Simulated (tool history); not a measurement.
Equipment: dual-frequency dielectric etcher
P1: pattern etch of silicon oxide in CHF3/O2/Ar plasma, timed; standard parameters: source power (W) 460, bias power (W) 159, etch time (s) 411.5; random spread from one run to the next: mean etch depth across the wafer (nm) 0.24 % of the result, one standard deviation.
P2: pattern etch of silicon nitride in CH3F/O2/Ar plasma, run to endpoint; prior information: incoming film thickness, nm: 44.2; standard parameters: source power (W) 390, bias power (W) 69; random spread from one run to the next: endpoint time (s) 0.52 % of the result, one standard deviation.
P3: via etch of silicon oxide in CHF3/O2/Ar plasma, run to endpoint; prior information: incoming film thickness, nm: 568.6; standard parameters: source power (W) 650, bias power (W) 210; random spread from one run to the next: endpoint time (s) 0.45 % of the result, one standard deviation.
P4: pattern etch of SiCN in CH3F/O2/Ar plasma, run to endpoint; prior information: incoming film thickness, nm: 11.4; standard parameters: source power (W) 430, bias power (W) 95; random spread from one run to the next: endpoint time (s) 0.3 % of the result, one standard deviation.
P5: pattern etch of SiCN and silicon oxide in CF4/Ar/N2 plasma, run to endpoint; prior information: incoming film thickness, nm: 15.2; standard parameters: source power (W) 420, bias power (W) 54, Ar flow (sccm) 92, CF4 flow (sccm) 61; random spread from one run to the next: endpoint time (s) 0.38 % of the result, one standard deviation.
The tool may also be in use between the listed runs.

run,hour,process that ran,source power (W),bias power (W),etch time (s),Ar flow (sccm),CF4 flow (sccm),hours since the last wet clean,hours since the last source power generator calibration,hours since the last bias power generator calibration,mean etch depth across the wafer (nm),endpoint time (s)
1,7.6,P1,460,159,411.5,,,167.8,1420.2,3032.4,703.88,
2,14.5,P1,460,159,411.5,,,174.7,1427.1,3039.3,698.82,
3,20.1,P5,560,54,,92,61,180.3,1432.7,3044.9,,16.384
4,30.4,P1,320,159,577.5,,,190.6,1443.0,3055.2,857.73,
5,37.0,P1,600,159,511.0,,,197.2,1449.6,3061.8,966.41,
6,47.0,P5,420,54,,92,85,207.2,1459.6,3071.8,,20.017
7,52.6,P2,510,69,,,,212.8,1465.2,3077.4,,61.667
8,61.1,P4,430,95,,,,221.3,1473.7,3085.9,,27.222
9,71.1,P3,650,210,,,,231.3,1483.7,3095.9,,263.790
10,81.3,P5,420,54,,112,61,241.5,1493.9,3106.1,,21.961
11,91.9,P5,420,54,,92,61,252.1,1504.5,3116.7,,21.158
12,98.0,P1,460,159,523.5,,,258.2,1510.6,3122.8,887.59,
13,108.3,P2,390,69,,,,268.5,1520.9,3133.1,,67.817
14,115.9,P1,460,219,411.5,,,276.1,1528.5,3140.7,784.51,
15,121.9,P3,870,210,,,,282.1,1534.5,3146.7,,235.540
16,129.0,P5,420,32,,92,61,289.2,1541.6,3153.8,,24.769
17,136.9,P3,650,148,,,,297.1,1549.5,3161.7,,293.060
18,145.0,P1,460,159,411.5,,,305.2,1557.6,3169.8,701.13,
19,151.7,P4,610,95,,,,311.9,1564.3,3176.5,,23.970
20,158.4,P1,460,159,271.5,,,318.6,1571.0,3183.2,463.73,
21,170.2,P1,460,106,411.5,,,330.4,1582.8,3195.0,617.85,
22,177.0,P3,650,210,,,,337.2,1589.6,3201.8,,265.380
23,189.1,P1,460,159,411.5,,,349.3,1601.7,3213.9,702.50,
24,197.9,P2,390,41,,,,358.1,1610.5,3222.7,,80.114
25,207.2,P1,330,159,411.5,,,367.4,1619.8,3232.0,618.10,
26,215.8,P1,600,159,411.5,,,376.0,1628.4,3240.6,775.71,
27,225.8,P1,460,159,411.5,,,386.0,1638.4,3250.6,703.03,
28,235.8,P2,390,69,,,,396.0,1648.4,3260.6,,67.889
29,245.3,P4,430,56,,,,405.5,1657.9,3270.1,,32.772
30,253.0,P1,460,159,411.5,,,413.2,1665.6,3277.8,700.22,
31,262.8,P1,460,159,411.5,,,423.0,1675.4,3287.6,707.27,
32,273.9,P1,460,159,411.5,,,434.1,1686.5,3298.7,710.92,
33,281.7,P1,460,159,411.5,,,441.9,1694.3,3306.5,708.63,
# hour 291.3: wet clean of the chamber
34,293.0,P1,460,159,411.5,,,1.8,1705.6,3317.8,711.57,
35,303.5,P1,460,159,411.5,,,12.3,1716.1,3328.3,710.50,
36,311.1,P1,460,159,411.5,,,19.9,1723.7,3335.9,708.48,
37,318.6,P1,460,159,411.5,,,27.4,1731.2,3343.4,712.44,
38,329.5,P1,460,159,411.5,,,38.3,1742.1,3354.3,712.87,
39,336.5,P1,460,159,411.5,,,45.3,1749.1,3361.3,712.87,
40,348.2,P1,460,159,411.5,,,57.0,1760.8,3373.0,711.71,
41,354.3,P1,460,159,411.5,,,63.1,1766.9,3379.1,714.56,

Something has made what P1 gives creep away from where it was; the 2 causes below, each at its own stated size, fit the log equally well:
A: source power that arrives over what is set, % = 3.81
B: bias power that arrives over what is set, % = 4.37
At approximately hour 253.0, the process output began to creep.
All other causes, with the reason each is excluded:
chamber walls in a state that raises the etch rate, %: serviced at hour 291.3, after the drift had started, without restoring the earlier output

Each of the check runs listed below is run on 2 wafers and reports their average, with the results left as question marks. Pick the one under which the possible causes would lead to clearly different results.
check 1,360.4,P2,460,53,,,,,,,,?
check 2,360.4,P5,420,34,,92,61,,,,,?
check 3,360.4,P4,570,95,,,,,,,,?
check 4,360.4,P3,760,210,,,,,,,,?

Expected result of each check under each candidate cause:
check,result,if A,if B
check 1,endpoint time (s),68.563,68.636
check 2,endpoint time (s),23.578,24.092
check 3,endpoint time (s),24.187,24.145
check 4,endpoint time (s),244.620,244.520
Distance between the nearest two causes, measured in the result of the check that separates them most: check 1 0.11 %; check 2 2.16 %; check 3 0.17 %; check 4 0.04 %
The causes can be told apart only by check 2. The other checks would give nearly the same results under each of them.

The results of check 2 are: endpoint time (s) 24.196. Based on these, which of the listed causes is it?

The correct cause is B, namely: bias power that arrives over what is set, %.
